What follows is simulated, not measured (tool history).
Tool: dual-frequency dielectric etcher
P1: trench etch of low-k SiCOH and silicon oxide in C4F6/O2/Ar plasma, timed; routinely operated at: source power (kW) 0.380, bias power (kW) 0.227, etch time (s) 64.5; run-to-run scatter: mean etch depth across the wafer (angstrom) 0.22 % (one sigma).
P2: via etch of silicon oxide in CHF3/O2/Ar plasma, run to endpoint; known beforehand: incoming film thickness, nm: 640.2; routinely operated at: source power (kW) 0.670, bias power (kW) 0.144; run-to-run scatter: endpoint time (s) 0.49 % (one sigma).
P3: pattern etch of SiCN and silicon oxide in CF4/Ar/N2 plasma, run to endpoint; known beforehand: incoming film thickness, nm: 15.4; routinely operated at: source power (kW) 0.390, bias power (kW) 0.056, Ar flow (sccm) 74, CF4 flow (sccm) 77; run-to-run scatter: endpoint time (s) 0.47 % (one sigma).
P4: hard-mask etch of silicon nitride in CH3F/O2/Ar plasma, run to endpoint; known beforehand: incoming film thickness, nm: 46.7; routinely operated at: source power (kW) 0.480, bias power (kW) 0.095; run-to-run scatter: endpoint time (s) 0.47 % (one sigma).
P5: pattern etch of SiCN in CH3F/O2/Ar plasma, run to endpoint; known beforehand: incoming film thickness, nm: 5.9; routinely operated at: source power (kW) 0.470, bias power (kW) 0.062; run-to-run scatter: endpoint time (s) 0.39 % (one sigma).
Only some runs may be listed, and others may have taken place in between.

run,hour,process that ran,source power (kW),bias power (kW),etch time (s),Ar flow (sccm),CF4 flow (sccm),hours since the last wet clean,hours since the last source power generator calibration,hours since the last bias power generator calibration,mean etch depth across the wafer (angstrom),endpoint time (s)
1,6.8,P1,0.380,0.227,64.5,,,196.7,1707.9,1995.7,2238.8,
2,13.3,P1,0.540,0.227,64.5,,,203.2,1714.4,2002.2,2568.1,
3,16.2,P5,0.470,0.062,,,,206.1,1717.3,2005.1,,15.846
4,21.2,P1,0.380,0.227,64.5,,,211.1,1722.3,2010.1,2243.0,
5,24.8,P1,0.380,0.227,64.5,,,214.7,1725.9,2013.7,2243.3,
6,30.9,P2,0.670,0.102,,,,220.8,1732.0,2019.8,,374.330
7,35.3,P5,0.470,0.041,,,,225.2,1736.4,2024.2,,18.152
8,40.6,P3,0.390,0.056,,74,77,230.5,1741.7,2029.5,,20.850
9,44.1,P3,0.390,0.068,,74,77,234.0,1745.2,2033.0,,19.397
10,48.9,P3,0.390,0.056,,74,101,238.8,1750.0,2037.8,,19.992
11,53.2,P2,0.810,0.144,,,,243.1,1754.3,2042.1,,312.600
12,58.2,P1,0.260,0.227,47.0,,,248.1,1759.3,2047.1,1408.9,
# hour 61.9: bias power generator calibrated
13,64.2,P1,0.530,0.227,50.0,,,254.1,1765.3,2.4,1975.3,
14,68.0,P4,0.610,0.095,,,,257.9,1769.1,6.2,,50.820
15,71.9,P2,0.670,0.144,,,,261.8,1773.0,10.1,,330.480
16,77.4,P1,0.380,0.227,64.5,,,267.3,1778.5,15.6,2230.4,
# hour 80.7: source power generator calibrated
17,82.6,P3,0.290,0.056,,74,77,272.5,1.9,20.8,,26.815
18,86.8,P1,0.380,0.142,64.5,,,276.7,6.1,25.0,1927.1,
19,91.4,P1,0.380,0.227,64.5,,,281.3,10.7,29.6,2241.4,
20,97.7,P1,0.380,0.305,64.5,,,287.6,17.0,35.9,2480.5,
21,102.4,P4,0.480,0.060,,,,292.3,21.7,40.6,,65.067
22,106.0,P1,0.380,0.227,64.5,,,295.9,25.3,44.2,2231.3,
23,110.8,P5,0.630,0.062,,,,300.7,30.1,49.0,,14.213
24,116.3,P1,0.380,0.227,64.5,,,306.2,35.6,54.5,2229.4,
25,119.4,P1,0.380,0.227,79.5,,,309.3,38.7,57.6,2759.2,
26,123.1,P4,0.480,0.095,,,,313.0,42.4,61.3,,55.531
27,127.8,P1,0.380,0.227,49.5,,,317.7,47.1,66.0,1716.4,
28,134.2,P1,0.220,0.227,64.5,,,324.1,53.5,72.4,1813.8,
29,138.2,P3,0.390,0.056,,46,77,328.1,57.5,76.4,,19.419
30,143.3,P1,0.380,0.227,64.5,,,333.2,62.6,81.5,2233.6,
31,146.9,P1,0.380,0.227,64.5,,,336.8,66.2,85.1,2257.4,
32,151.9,P1,0.380,0.227,64.5,,,341.8,71.2,90.1,2268.8,
33,158.0,P1,0.380,0.227,64.5,,,347.9,77.3,96.2,2254.5,
34,162.2,P1,0.380,0.227,64.5,,,352.1,81.5,100.4,2268.8,
# hour 163.8: wet clean of the chamber
35,165.5,P1,0.380,0.227,64.5,,,1.7,84.8,103.7,2261.8,
36,172.1,P1,0.380,0.227,64.5,,,8.3,91.4,110.3,2271.1,

What P1 gives has crept away from where it was. These 2 causes fit the log equally well, each at the size given:
A: source power that arrives over what is set, % = 3.99
B: bias power that arrives over what is set, % = 4.6
At approximately hour 143.3, the process output began to creep.
Ruled out, with reasons:
chamber walls in a state that raises the etch rate, %: work on it at hour 163.8, done after the drift set in, did not restore what the process gave before

4 check runs are offered, each on 3 wafers whose results are averaged, their results left as question marks. Which one tells the causes apart?
check 1,178.7,P2,0.670,0.144,,,,,,,,?
check 2,178.7,P3,0.390,0.056,,74,77,,,,,?
check 3,178.7,P5,0.470,0.062,,,,,,,,?
check 4,178.7,P4,0.480,0.095,,,,,,,,?

Expected result of each check under each candidate cause:
check,result,if A,if B
check 1,endpoint time (s),329.250,329.520
check 2,endpoint time (s),19.989,20.418
check 3,endpoint time (s),15.644,15.639
check 4,endpoint time (s),54.602,54.518
Minimum pairwise separation of causes per check, each pair taken at its best-separating result: check 1 0.08 %; check 2 2.12 %; check 3 0.03 %; check 4 0.15 %
Only in check 2 would the causes give clearly different results; in the remaining checks their results would be nearly the same.

After running check 2, the following was obtained: endpoint time (s) 20.407. Which cause does this point to?

The cause is B: bias power that arrives over what is set, %.
